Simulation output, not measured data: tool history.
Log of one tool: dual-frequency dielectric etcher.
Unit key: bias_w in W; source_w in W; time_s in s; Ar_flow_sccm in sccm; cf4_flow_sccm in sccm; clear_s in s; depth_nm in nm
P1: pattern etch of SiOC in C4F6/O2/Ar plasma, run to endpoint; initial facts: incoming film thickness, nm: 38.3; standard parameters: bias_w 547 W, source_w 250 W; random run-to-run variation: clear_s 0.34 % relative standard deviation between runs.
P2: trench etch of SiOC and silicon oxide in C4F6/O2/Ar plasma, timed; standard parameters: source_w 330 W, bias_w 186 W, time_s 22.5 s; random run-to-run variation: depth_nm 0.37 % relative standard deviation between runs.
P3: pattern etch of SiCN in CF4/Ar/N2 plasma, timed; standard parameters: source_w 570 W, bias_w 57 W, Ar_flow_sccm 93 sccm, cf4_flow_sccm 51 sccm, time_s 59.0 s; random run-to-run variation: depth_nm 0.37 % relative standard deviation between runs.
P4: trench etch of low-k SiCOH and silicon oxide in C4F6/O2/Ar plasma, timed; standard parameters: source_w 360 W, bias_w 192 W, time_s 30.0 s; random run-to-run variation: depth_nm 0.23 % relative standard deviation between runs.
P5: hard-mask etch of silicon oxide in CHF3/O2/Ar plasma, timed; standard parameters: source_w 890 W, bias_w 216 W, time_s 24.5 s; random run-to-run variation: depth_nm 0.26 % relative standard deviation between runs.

run,hour,process,bias_w,source_w,time_s,Ar_flow_sccm,cf4_flow_sccm,hours since the last wet clean,hours since the last bias power generator calibration,hours since the last source power generator calibration,clear_s,depth_nm
1,9.8,P1,547,250,,,,50.1,1676.7,719.0,15.317,
2,19.7,P5,216,890,36.0,,,60.0,1686.6,728.9,,86.275
3,28.3,P1,646,250,,,,68.6,1695.2,737.5,14.321,
4,38.9,P4,192,360,38.0,,,79.2,1705.8,748.1,,113.970
5,47.2,P2,186,330,31.0,,,87.5,1714.1,756.4,,59.001
6,53.6,P3,57,570,59.0,130,51,93.9,1720.5,762.8,,53.518
7,61.8,P4,247,360,30.0,,,102.1,1728.7,771.0,,97.872
8,69.8,P2,186,200,22.5,,,110.1,1736.7,779.0,,35.588
9,77.1,P3,57,570,59.0,93,71,117.4,1744.0,786.3,,60.552
10,84.5,P1,547,320,,,,124.8,1751.4,793.7,13.987,
11,92.8,P1,709,310,,,,133.1,1759.7,802.0,12.863,
12,98.6,P5,264,890,24.5,,,138.9,1765.5,807.8,,62.911
13,108.7,P2,229,330,22.5,,,149.0,1775.6,817.9,,45.621
14,116.2,P3,67,570,59.0,93,51,156.5,1783.1,825.4,,60.149
15,125.6,P3,57,400,59.0,93,51,165.9,1792.5,834.8,,41.795
16,134.0,P3,57,570,87.5,93,51,174.3,1800.9,843.2,,84.874
17,139.3,P1,547,250,,,,179.6,1806.2,848.5,15.420,
18,146.8,P3,57,570,59.0,93,51,187.1,1813.7,856.0,,56.792
19,153.3,P1,547,250,,,,193.6,1820.2,862.5,15.322,
20,158.5,P5,216,1080,24.5,,,198.8,1825.4,867.7,,63.351
21,164.7,P1,547,190,,,,205.0,1831.6,873.9,16.932,
# hour 169.2: wet clean of the chamber
22,175.2,P1,547,250,,,,6.0,1842.1,884.4,15.357,
23,185.8,P4,192,430,30.0,,,16.6,1852.7,895.0,,96.273
24,193.3,P3,57,570,59.0,93,51,24.1,1860.2,902.5,,57.160
25,203.0,P4,192,360,30.0,,,33.8,1869.9,912.2,,89.529
26,212.3,P1,384,190,,,,43.1,1879.2,921.5,19.353,
27,220.4,P5,216,890,24.5,,,51.2,1887.3,929.6,,58.761
28,226.2,P2,186,330,22.5,,,57.0,1893.1,935.4,,42.660
29,232.9,P1,445,250,,,,63.7,1899.8,942.1,16.608,
30,240.3,P1,547,250,,,,71.1,1907.2,949.5,15.390,
31,246.8,P1,547,250,,,,77.6,1913.7,956.0,15.397,
32,252.5,P1,547,250,,,,83.3,1919.4,961.7,15.435,
33,259.1,P1,547,250,,,,89.9,1926.0,968.3,15.463,
34,264.6,P1,547,250,,,,95.4,1931.5,973.8,15.586,
35,272.8,P1,547,250,,,,103.6,1939.7,982.0,15.560,
36,280.4,P1,547,250,,,,111.2,1947.3,989.6,15.584,
# hour 280.5: wet clean of the chamber
37,290.0,P1,547,250,,,,9.5,1956.9,999.2,15.551,
38,296.3,P1,547,250,,,,15.8,1963.2,1005.5,15.635,
39,301.1,P1,547,250,,,,20.6,1968.0,1010.3,15.544,
40,309.5,P1,547,250,,,,29.0,1976.4,1018.7,15.548,
41,318.0,P1,547,250,,,,37.5,1984.9,1027.2,15.661,

P1 no longer gives what it gave before; its output has crept away from where it was. The following 2 causes, each at its listed size, fit the log equally well:
A: bias power that arrives under what is set, % = 4.33
B: source power that arrives under what is set, % = 4.57
The onset of the drift is placed at about hour 240.3.
Ruled out, with reasons:
chamber walls in a state that lowers the etch rate, %: serviced at hour 280.5, which brought nothing back

Each of the 4 check runs below uses one wafer; its results are left as question marks. Which run tells the causes apart?
check 1,326.5,P3,57,570,59.0,93,51,,,,,?
check 2,326.5,P2,186,330,22.5,,,,,,,?
check 3,326.5,P5,216,890,24.5,,,,,,,?
check 4,326.5,P4,192,360,30.0,,,,,,,?

Predicted outcomes, by check and by cause:
check,result,if A,if B
check 1,depth_nm,56.246,54.781
check 2,depth_nm,42.154,41.993
check 3,depth_nm,57.905,57.738
check 4,depth_nm,88.457,88.114
Smallest distance between any two causes, each pair judged by its most separating result, in per cent: check 1 2.64 %; check 2 0.38 %; check 3 0.29 %; check 4 0.39 %
Check 1 distinguishes between the causes, while the remaining checks would return nearly the same result for all of them.

With check 1 done, the readings were: depth_nm 56.190 nm. Identify which of the listed causes applies.

The cause is A: bias power that arrives under what is set, %.
